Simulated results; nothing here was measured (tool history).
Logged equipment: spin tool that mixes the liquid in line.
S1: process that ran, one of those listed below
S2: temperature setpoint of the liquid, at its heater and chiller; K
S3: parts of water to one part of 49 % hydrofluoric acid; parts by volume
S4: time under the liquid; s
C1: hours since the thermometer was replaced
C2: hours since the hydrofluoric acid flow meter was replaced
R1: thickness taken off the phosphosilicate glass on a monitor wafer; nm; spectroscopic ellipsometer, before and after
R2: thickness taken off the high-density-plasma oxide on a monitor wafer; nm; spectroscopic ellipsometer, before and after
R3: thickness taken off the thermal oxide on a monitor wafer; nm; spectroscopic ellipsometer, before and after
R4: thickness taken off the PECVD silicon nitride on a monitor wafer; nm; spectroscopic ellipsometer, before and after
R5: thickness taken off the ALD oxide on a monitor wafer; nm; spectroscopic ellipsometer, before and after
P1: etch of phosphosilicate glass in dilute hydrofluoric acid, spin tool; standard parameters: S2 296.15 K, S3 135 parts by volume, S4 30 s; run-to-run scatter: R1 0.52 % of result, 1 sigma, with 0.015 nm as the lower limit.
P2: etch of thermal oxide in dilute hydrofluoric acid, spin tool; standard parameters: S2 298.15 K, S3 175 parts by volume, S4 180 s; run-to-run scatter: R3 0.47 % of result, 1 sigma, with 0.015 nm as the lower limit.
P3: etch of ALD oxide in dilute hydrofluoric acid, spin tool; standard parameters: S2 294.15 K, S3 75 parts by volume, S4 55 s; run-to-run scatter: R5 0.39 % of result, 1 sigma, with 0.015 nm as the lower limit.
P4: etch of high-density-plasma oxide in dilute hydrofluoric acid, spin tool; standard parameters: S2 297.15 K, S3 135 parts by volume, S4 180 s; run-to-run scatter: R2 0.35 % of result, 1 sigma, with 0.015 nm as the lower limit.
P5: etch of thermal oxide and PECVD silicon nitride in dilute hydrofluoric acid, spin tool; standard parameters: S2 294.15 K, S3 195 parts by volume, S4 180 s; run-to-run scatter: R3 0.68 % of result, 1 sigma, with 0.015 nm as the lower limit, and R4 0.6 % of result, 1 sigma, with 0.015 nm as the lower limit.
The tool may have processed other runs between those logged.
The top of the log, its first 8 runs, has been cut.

run	hour	S1	S2	S3	S4	C1	C2	R1	R2	R3	R4	R5
9	94.6	P5	294.15	195	180	349.6	1312.3			3.50680	4.37520	
10	108.0	P2	298.15	175	180	363.0	1325.7			4.52940		
11	118.1	P1	300.65	135	30	373.1	1335.8	25.483				
12	129.1	P4	297.15	135	100	384.1	1346.8		3.6376			
13	142.5	P4	297.15	135	180	397.5	1360.2		6.6315			
14	156.2	P3	294.15	75	55	411.2	1373.9					6.9044
15	171.1	P1	296.15	135	30	426.1	1388.8	21.714				
16	182.7	P3	294.15	120	55	437.7	1400.4					4.1062
17	198.7	P4	297.15	135	180	453.7	1416.4		6.5577			
18	212.0	P3	294.15	75	115	467.0	1429.7					14.4290
19	226.1	P2	298.15	175	345	481.1	1443.8			8.66970		
20	236.6	P2	298.15	175	180	491.6	1454.3			4.55720		
21	245.1	P2	304.15	175	180	500.1	1462.8			5.67670		
22	256.1	P3	299.15	75	55	511.1	1473.8					8.4984
23	269.1	P1	296.15	135	45	524.1	1486.8	32.452				
24	276.9	P1	292.65	65	30	531.9	1494.6	41.996				
25	285.7	P5	294.15	195	15	540.7	1503.4			0.30917	0.36986	
26	301.6	P1	296.15	135	30	556.6	1519.3	21.558				
# hour 303.2: hydrofluoric acid flow meter replaced
27	312.2	P4	293.15	135	180	567.2	9.0		5.6027			
28	319.7	P5	302.15	195	180	574.7	16.5			4.78190	7.23040	

Forecast run 29:
29	334.9	P1	296.15	35	15	589.9	31.7	?				

{"run 29": {"R1": 46.767}}
